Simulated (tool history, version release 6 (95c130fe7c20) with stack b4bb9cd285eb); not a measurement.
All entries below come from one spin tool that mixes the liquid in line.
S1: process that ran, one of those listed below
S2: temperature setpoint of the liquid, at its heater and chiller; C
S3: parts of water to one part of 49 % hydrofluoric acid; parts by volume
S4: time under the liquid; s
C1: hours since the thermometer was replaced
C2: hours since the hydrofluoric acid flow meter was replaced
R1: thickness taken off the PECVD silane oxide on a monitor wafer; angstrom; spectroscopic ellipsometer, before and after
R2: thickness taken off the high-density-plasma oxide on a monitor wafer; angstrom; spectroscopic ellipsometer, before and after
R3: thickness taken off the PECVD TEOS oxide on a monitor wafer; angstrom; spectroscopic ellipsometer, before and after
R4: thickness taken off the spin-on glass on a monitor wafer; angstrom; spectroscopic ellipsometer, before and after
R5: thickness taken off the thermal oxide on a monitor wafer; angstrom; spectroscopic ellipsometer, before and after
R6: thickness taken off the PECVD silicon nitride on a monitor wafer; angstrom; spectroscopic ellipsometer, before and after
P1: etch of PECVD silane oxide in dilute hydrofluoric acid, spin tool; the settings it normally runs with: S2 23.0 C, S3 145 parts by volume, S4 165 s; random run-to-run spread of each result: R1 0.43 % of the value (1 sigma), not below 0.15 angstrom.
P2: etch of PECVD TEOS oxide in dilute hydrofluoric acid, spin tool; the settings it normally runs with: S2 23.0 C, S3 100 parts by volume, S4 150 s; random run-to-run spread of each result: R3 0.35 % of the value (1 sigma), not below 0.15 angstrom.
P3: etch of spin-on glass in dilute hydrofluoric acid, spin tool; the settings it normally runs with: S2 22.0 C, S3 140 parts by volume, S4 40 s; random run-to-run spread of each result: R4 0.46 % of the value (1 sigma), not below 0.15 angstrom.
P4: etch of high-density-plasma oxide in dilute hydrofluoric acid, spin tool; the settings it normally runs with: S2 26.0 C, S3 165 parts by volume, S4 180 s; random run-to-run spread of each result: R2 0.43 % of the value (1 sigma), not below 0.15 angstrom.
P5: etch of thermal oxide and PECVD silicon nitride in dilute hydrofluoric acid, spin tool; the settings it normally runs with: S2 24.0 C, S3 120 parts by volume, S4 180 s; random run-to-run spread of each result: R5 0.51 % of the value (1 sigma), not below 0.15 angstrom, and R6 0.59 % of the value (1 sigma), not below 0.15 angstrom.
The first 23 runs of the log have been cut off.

run,day,S1,S2,S3,S4,C1,C2,R1,R2,R3,R4,R5,R6
24,5.758,P1,23.0,45,70,17.4,324.8,426.520,,,,,
25,5.900,P1,23.0,145,320,20.8,328.2,532.670,,,,,
26,6.092,P2,17.0,100,150,25.4,332.8,,,316.84,,,
27,6.283,P5,24.0,120,180,30.0,337.4,,,,,68.159,43.899
28,6.471,P3,29.0,140,40,34.5,341.9,,,,123.830,,
29,6.688,P1,27.5,145,20,39.7,347.1,39.512,,,,,
30,6.912,P3,22.0,250,40,45.1,352.5,,,,47.603,,
31,7.188,P1,23.0,145,165,51.7,359.1,272.590,,,,,
32,7.408,P4,26.0,270,180,57.0,364.4,,44.064,,,,
33,7.550,P1,23.0,145,165,60.4,367.8,276.050,,,,,
34,7.696,P1,23.0,145,165,63.9,371.3,278.170,,,,,
35,7.983,P1,23.0,145,165,70.8,378.2,284.340,,,,,
36,8.217,P1,23.0,145,165,76.4,383.8,286.900,,,,,
37,8.421,P1,23.0,145,165,81.3,388.7,288.900,,,,,
38,8.633,P1,23.0,145,165,86.4,393.8,288.350,,,,,

Forecast run 39:
39,8.804,P1,23.0,145,165,90.5,397.9,?,,,,,

{"run 39": {"R1": 288.63}}
